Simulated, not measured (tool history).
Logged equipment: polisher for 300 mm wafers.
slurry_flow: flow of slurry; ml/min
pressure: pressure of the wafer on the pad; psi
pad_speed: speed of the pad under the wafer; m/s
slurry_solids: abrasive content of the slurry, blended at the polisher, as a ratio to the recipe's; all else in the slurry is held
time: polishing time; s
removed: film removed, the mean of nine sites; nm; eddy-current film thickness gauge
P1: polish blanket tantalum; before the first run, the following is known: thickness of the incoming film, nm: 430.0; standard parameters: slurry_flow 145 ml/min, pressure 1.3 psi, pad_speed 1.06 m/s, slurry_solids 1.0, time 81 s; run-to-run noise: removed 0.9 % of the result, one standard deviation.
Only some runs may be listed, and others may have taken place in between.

{"run": 1, "hour": 5.6, "slurry_flow": 145, "pressure": 1.3, "pad_speed": 1.06, "slurry_solids": 1.0, "time": 81, "removed": 90.458}
{"run": 2, "hour": 9.7, "slurry_flow": 145, "pressure": 1.3, "pad_speed": 1.06, "slurry_solids": 1.0, "time": 81, "removed": 90.36}
{"run": 3, "hour": 14.5, "slurry_flow": 145, "pressure": 1.3, "pad_speed": 1.06, "slurry_solids": 1.0, "time": 81, "removed": 90.173}
{"run": 4, "hour": 18.2, "slurry_flow": 230, "pressure": 1.3, "pad_speed": 1.06, "slurry_solids": 1.0, "time": 81, "removed": 96.157}
{"run": 5, "hour": 24.3, "slurry_flow": 85, "pressure": 1.3, "pad_speed": 1.06, "slurry_solids": 1.0, "time": 81, "removed": 80.78}
{"run": 6, "hour": 30.4, "slurry_flow": 145, "pressure": 1.3, "pad_speed": 1.68, "slurry_solids": 1.0, "time": 81, "removed": 143.94}
{"run": 7, "hour": 38.0, "slurry_flow": 145, "pressure": 1.3, "pad_speed": 0.6, "slurry_solids": 1.0, "time": 81, "removed": 50.766}
{"run": 8, "hour": 42.7, "slurry_flow": 145, "pressure": 1.3, "pad_speed": 1.06, "slurry_solids": 1.0, "time": 37, "removed": 41.504}
{"run": 9, "hour": 48.9, "slurry_flow": 145, "pressure": 1.3, "pad_speed": 1.06, "slurry_solids": 1.0, "time": 117, "removed": 129.83}
{"run": 10, "hour": 56.4, "slurry_flow": 145, "pressure": 1.3, "pad_speed": 1.06, "slurry_solids": 1.3, "time": 48, "removed": 57.989}
{"run": 11, "hour": 60.4, "slurry_flow": 145, "pressure": 1.3, "pad_speed": 1.06, "slurry_solids": 1.3, "time": 81, "removed": 96.781}
{"run": 12, "hour": 67.5, "slurry_flow": 145, "pressure": 1.3, "pad_speed": 1.06, "slurry_solids": 1.0, "time": 81, "removed": 88.802}
{"run": 13, "hour": 72.0, "slurry_flow": 145, "pressure": 1.3, "pad_speed": 1.06, "slurry_solids": 0.6, "time": 81, "removed": 74.598}
{"run": 14, "hour": 76.4, "slurry_flow": 190, "pressure": 1.3, "pad_speed": 0.78, "slurry_solids": 1.0, "time": 81, "removed": 68.587}
{"run": 15, "hour": 82.3, "slurry_flow": 145, "pressure": 0.8, "pad_speed": 1.06, "slurry_solids": 1.0, "time": 81, "removed": 56.144}
{"run": 16, "hour": 88.9, "slurry_flow": 145, "pressure": 1.9, "pad_speed": 1.06, "slurry_solids": 1.0, "time": 81, "removed": 131.96}
{"run": 17, "hour": 96.7, "slurry_flow": 145, "pressure": 1.3, "pad_speed": 1.06, "slurry_solids": 1.0, "time": 81, "removed": 90.929}
{"run": 18, "hour": 104.4, "slurry_flow": 145, "pressure": 1.7, "pad_speed": 1.52, "slurry_solids": 1.0, "time": 81, "removed": 170.43}

Forecast run 19:
{"run": 19, "hour": 110.2, "slurry_flow": 145, "pressure": 1.3, "pad_speed": 1.06, "slurry_solids": 1.0, "time": 81, "removed": "?"}

{"run 19": {"removed": 90.632}}

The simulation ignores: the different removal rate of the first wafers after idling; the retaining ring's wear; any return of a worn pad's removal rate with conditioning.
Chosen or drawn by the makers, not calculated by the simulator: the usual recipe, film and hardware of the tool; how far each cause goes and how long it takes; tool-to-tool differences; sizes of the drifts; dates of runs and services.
